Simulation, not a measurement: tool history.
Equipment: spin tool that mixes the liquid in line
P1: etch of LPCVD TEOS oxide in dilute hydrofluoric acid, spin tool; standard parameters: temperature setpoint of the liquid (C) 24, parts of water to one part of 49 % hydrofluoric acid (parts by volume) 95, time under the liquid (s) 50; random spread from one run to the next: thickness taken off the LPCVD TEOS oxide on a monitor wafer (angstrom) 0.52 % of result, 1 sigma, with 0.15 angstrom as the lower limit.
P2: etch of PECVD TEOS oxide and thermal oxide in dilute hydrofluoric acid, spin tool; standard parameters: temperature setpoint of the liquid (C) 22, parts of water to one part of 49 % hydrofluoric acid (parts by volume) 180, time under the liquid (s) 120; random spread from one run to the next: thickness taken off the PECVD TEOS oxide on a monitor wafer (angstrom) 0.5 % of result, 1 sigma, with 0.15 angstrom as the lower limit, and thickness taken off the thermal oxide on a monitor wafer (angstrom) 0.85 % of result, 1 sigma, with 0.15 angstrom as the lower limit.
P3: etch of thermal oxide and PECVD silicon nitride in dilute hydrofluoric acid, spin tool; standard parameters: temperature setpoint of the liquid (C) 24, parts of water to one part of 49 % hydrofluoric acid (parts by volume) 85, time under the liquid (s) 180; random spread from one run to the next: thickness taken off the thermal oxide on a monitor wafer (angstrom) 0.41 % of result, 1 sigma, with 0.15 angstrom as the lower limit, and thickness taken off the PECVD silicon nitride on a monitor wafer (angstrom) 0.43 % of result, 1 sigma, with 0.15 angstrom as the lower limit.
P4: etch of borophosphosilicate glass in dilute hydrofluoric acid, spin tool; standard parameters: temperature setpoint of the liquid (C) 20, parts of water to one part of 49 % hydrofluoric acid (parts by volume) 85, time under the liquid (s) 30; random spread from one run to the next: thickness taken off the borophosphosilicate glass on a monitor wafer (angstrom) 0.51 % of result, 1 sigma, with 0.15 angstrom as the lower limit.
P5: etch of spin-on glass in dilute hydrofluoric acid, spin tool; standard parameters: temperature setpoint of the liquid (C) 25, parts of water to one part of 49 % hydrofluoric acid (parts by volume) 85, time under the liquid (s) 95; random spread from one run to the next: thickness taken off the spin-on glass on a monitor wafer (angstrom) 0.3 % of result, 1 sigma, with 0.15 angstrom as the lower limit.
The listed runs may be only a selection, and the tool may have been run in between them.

run	hour	process that ran	temperature setpoint of the liquid (C)	parts of water to one part of 49 % hydrofluoric acid (parts by volume)	time under the liquid (s)	hours since the thermometer was replaced	hours since the hydrofluoric acid flow meter was replaced	thickness taken off the LPCVD TEOS oxide on a monitor wafer (angstrom)	thickness taken off the thermal oxide on a monitor wafer (angstrom)	thickness taken off the PECVD silicon nitride on a monitor wafer (angstrom)	thickness taken off the spin-on glass on a monitor wafer (angstrom)	thickness taken off the borophosphosilicate glass on a monitor wafer (angstrom)	thickness taken off the PECVD TEOS oxide on a monitor wafer (angstrom)
1	15.3	P1	24	95	50	352.5	1438.6	211.75					
2	23.2	P3	24	135	180	360.4	1446.5		57.566	41.181			
3	36.8	P5	25	85	95	374	1460.1				339.25		
4	47.2	P3	24	85	180	384.4	1470.5		95.813	65.076			
5	55.1	P4	28.5	85	30	392.3	1478.4					212.8	
6	65.7	P1	24	95	50	402.9	1489	210.16					
7	78.1	P2	22	80	120	415.3	1501.4		68.719				119.15
8	85.2	P3	18	85	180	422.4	1508.5		75.368	43.28			
9	96.1	P2	22	180	120	433.3	1519.4		27.292				46.755
10	111.7	P2	22	180	175	448.9	1535		40.129				68.882
11	126.5	P5	33	85	95	463.7	1549.8				460.32		
12	133.3	P5	25	85	20	470.5	1556.6				71.632		
13	148.2	P1	30	95	50	485.4	1571.5	267.51					
14	158.9	P1	24	95	20	496.1	1582.2	84.967					
# hour 160.2: thermometer replaced
15	165.8	P1	18	95	50	5.6	1589.1	164.83					
16	178.9	P1	24	155	50	18.7	1602.2	120.28					
17	192.3	P3	24	85	295	32.1	1615.6		158.87	106.37			
18	205.4	P4	20	145	30	45.2	1628.7					82.425	
19	220.8	P5	25	120	95	60.6	1644.1				229.71		
20	236.2	P1	24	95	50	76	1659.5	210.83					
21	245.3	P2	22	180	120	85.1	1668.6		27.169				47.165
22	260.9	P1	24	55	50	100.7	1684.2	381.79					
23	275.6	P1	24	95	85	115.4	1698.9	360.97					
24	289.3	P2	29.5	180	120	129.1	1712.6		36.279				61.646
25	304.6	P4	20	85	50	144.4	1727.9					252.29	
26	319.9	P3	24	85	180	159.7	1743.2		97.284	64.792			
27	335	P4	20	85	30	174.8	1758.3					150.22	
28	346.5	P1	24	95	50	186.3	1769.8	210.63					
29	361.9	P1	24	95	50	201.7	1785.2	210.74					
30	368.8	P1	31.5	95	90	208.6	1792.1	506.95					
31	384.3	P1	24	95	50	224.1	1807.6	209.69					
32	396.7	P1	24	95	50	236.5	1820	221.4					
33	408	P1	24	95	50	247.8	1831.3	227.25					
34	420	P1	24	95	50	259.8	1843.3	227.64					
35	434.3	P1	24	95	50	274.1	1857.6	230.05					
36	443.1	P1	24	95	50	282.9	1866.4	232.93					
37	457.1	P1	24	95	50	296.9	1880.4	229.78					

P1 has crept away from where it was. The log is fitted equally well by each of these 2 causes, at the sizes shown:
A: hydrofluoric acid flow above the setpoint (%) = 8.67
B: liquid hotter than its thermometer reads (K) = 2.36
The process output started creeping at around hour 384.3.

The check runs listed below each take one wafer, and their results are still question marks. Under which run would the listed causes lead to clearly different results?
check 1	471.1	P4	25	130	30							?	
check 2	471.1	P3	24	130	290				?	?			
check 3	471.1	P2	29.5	90	120				?				?
check 4	471.1	P5	33	85	95						?		

What each check would give under each cause:
check	result	if A	if B
check 1	thickness taken off the borophosphosilicate glass on a monitor wafer (angstrom)	125.56	124.79
check 2	thickness taken off the thermal oxide on a monitor wafer (angstrom)	106.31	105.78
check 2	thickness taken off the PECVD silicon nitride on a monitor wafer (angstrom)	74.64	80.037
check 3	thickness taken off the thermal oxide on a monitor wafer (angstrom)	89.052	88.636
check 3	thickness taken off the PECVD TEOS oxide on a monitor wafer (angstrom)	153.87	153.15
check 4	thickness taken off the spin-on glass on a monitor wafer (angstrom)	505.88	502.17
Per check, the gap between the least separated pair of causes, taken in the result that splits them most: check 1 0.61 %; check 2 6.98 %; check 3 0.47 %; check 4 0.74 %
Only check 2 tells the causes apart: in the others they would give nearly the same result.

Check 2 was then run and gave: thickness taken off the thermal oxide on a monitor wafer (angstrom) 105.49; thickness taken off the PECVD silicon nitride on a monitor wafer (angstrom) 74.751. Which cause is it?

Of the candidate causes, it is A: hydrofluoric acid flow above the setpoint (%).
